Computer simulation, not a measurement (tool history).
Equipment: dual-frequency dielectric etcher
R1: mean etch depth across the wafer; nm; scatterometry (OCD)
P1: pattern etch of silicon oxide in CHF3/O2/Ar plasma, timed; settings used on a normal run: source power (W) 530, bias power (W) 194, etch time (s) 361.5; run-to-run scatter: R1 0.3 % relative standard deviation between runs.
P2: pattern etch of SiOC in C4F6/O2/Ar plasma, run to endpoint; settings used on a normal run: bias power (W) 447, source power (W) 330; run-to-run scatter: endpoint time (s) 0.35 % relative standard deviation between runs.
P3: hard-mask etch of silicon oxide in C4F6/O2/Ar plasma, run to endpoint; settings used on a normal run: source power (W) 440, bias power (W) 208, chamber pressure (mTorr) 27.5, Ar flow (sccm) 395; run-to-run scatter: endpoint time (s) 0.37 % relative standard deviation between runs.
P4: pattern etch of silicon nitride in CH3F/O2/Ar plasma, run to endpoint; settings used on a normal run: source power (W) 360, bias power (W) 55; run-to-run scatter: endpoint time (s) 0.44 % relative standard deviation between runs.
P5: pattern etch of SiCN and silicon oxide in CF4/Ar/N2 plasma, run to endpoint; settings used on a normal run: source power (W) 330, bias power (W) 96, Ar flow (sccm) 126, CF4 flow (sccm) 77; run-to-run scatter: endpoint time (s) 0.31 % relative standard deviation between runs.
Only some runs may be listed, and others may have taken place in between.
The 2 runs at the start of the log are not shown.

run 3 hour=34.3 | process_that_ran=P1 source_power_(W)=380 bias_power_(W)=194 etch_time_(s)=361.5 | R1=629.28
run 4 hour=44.6 | process_that_ran=P4 source_power_(W)=360 bias_power_(W)=55 | endpoint_time_(s)=53.326
run 5 hour=55.9 | process_that_ran=P2 source_power_(W)=330 bias_power_(W)=447 | endpoint_time_(s)=15.570
run 6 hour=70.3 | process_that_ran=P2 source_power_(W)=400 bias_power_(W)=447 | endpoint_time_(s)=14.512
run 7 hour=77.1 | process_that_ran=P1 source_power_(W)=530 bias_power_(W)=158 etch_time_(s)=361.5 | R1=669.99
run 8 hour=87.9 | process_that_ran=P1 source_power_(W)=340 bias_power_(W)=194 etch_time_(s)=484.0 | R1=810.73
run 9 hour=100.2 | process_that_ran=P1 source_power_(W)=700 bias_power_(W)=194 etch_time_(s)=361.5 | R1=794.27
run 10 hour=112.1 | process_that_ran=P1 source_power_(W)=530 bias_power_(W)=194 etch_time_(s)=361.5 | R1=714.89
run 11 hour=119.7 | process_that_ran=P4 source_power_(W)=360 bias_power_(W)=55 | endpoint_time_(s)=53.097
run 12 hour=126.8 | process_that_ran=P4 source_power_(W)=490 bias_power_(W)=55 | endpoint_time_(s)=46.717
run 13 hour=133.5 | process_that_ran=P5 source_power_(W)=330 bias_power_(W)=96 Ar_flow_(sccm)=126 CF4_flow_(sccm)=99 | endpoint_time_(s)=19.178
run 14 hour=146.1 | process_that_ran=P3 source_power_(W)=440 bias_power_(W)=208 Ar_flow_(sccm)=395 chamber_pressure_(mTorr)=34.0 | endpoint_time_(s)=47.212
run 15 hour=155.3 | process_that_ran=P5 source_power_(W)=330 bias_power_(W)=96 Ar_flow_(sccm)=163 CF4_flow_(sccm)=77 | endpoint_time_(s)=20.573
run 16 hour=168.4 | process_that_ran=P5 source_power_(W)=330 bias_power_(W)=56 Ar_flow_(sccm)=126 CF4_flow_(sccm)=77 | endpoint_time_(s)=24.005
run 17 hour=180.9 | process_that_ran=P5 source_power_(W)=330 bias_power_(W)=96 Ar_flow_(sccm)=126 CF4_flow_(sccm)=77 | endpoint_time_(s)=19.885
run 18 hour=189.5 | process_that_ran=P1 source_power_(W)=530 bias_power_(W)=194 etch_time_(s)=361.5 | R1=710.68
run 19 hour=197.4 | process_that_ran=P1 source_power_(W)=530 bias_power_(W)=194 etch_time_(s)=361.5 | R1=714.68
run 20 hour=210.6 | process_that_ran=P3 source_power_(W)=550 bias_power_(W)=208 Ar_flow_(sccm)=395 chamber_pressure_(mTorr)=27.5 | endpoint_time_(s)=42.361
run 21 hour=218.6 | process_that_ran=P1 source_power_(W)=530 bias_power_(W)=235 etch_time_(s)=361.5 | R1=764.83
run 22 hour=225.2 | process_that_ran=P1 source_power_(W)=530 bias_power_(W)=194 etch_time_(s)=361.5 | R1=710.86
run 23 hour=234.1 | process_that_ran=P1 source_power_(W)=530 bias_power_(W)=194 etch_time_(s)=361.5 | R1=716.05
run 24 hour=240.8 | process_that_ran=P3 source_power_(W)=440 bias_power_(W)=276 Ar_flow_(sccm)=395 chamber_pressure_(mTorr)=27.5 | endpoint_time_(s)=42.201
run 25 hour=248.6 | process_that_ran=P5 source_power_(W)=420 bias_power_(W)=96 Ar_flow_(sccm)=126 CF4_flow_(sccm)=77 | endpoint_time_(s)=16.087
run 26 hour=261.3 | process_that_ran=P3 source_power_(W)=440 bias_power_(W)=208 Ar_flow_(sccm)=242 chamber_pressure_(mTorr)=27.5 | endpoint_time_(s)=43.770

Estimate the outcome of run 27 from the log above:
run 27 hour=272.7 | process_that_ran=P4 source_power_(W)=360 bias_power_(W)=77 | endpoint_time_(s)=?

endpoint time (s): 47.738

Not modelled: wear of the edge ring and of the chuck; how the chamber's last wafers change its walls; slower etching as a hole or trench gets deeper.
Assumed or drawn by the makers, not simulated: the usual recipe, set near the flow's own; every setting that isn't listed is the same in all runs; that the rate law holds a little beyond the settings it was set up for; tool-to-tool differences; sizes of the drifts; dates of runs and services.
